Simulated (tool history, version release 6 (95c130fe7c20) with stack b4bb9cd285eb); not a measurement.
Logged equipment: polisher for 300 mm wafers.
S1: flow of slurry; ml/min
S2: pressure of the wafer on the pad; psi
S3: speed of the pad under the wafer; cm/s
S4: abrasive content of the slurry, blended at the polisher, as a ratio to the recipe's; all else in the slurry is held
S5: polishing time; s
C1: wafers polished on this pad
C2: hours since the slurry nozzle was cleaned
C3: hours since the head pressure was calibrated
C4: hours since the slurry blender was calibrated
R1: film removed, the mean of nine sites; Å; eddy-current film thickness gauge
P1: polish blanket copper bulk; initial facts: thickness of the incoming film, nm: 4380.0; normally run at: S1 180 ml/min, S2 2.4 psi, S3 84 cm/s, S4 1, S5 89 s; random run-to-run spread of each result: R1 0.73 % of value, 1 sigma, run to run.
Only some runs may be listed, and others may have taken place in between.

run   hour   S1   S2   S3    S4   S5    C1     C2     C3     C4      R1
  1   15.2  180  2.4   84     1   89   435    213  540.9   66.8  5475.3
  2   27.8  180  2.4  126     1   89   596  225.6  553.5   79.4  8354.3
  3   45.2  180  2.4   84     1  123   818    243  570.9   96.8  7625.4
  4   58.6  180  2.4   84   0.6  132   989  256.4  584.3  110.2  7291.1
      66.9  -- slurry blender recalibrated
  5   75.6  180  2.4   84     1   40  1206  273.4  601.3    8.7  2481.4
  6   85.4  180  2.4   84     1   89  1332  283.2  611.1   18.5  5540.7
      88.5  -- head pressure recalibrated
  7  100.6  275  2.4   84     1   89  1526  298.4   12.1   33.7  5812.1
  8    112  180  1.6   84     1   89  1671  309.8   23.5   45.1  3707.6
  9  127.9  180  2.4   84     1   89  1874  325.7   39.4     61  5494.1
 10  146.4  180  2.4   84  0.65   89  2111  344.2   57.9   79.5  5070.8
 11    162  180  2.4  126  0.75   89  2310  359.8   73.5   95.1  7857.6
 12  174.3  180  2.4   56     1   89  2467  372.1   85.8  107.4  3675.8
 13  184.6  110  2.4   84     1   89  2598  382.4   96.1  117.7  5076.3

The next listed run, before its measurement:
 14  201.2  180  2.4  84   1  89  2810  399  112.7  134.3   ?

{"run 14": {"R1": 5540.8}}
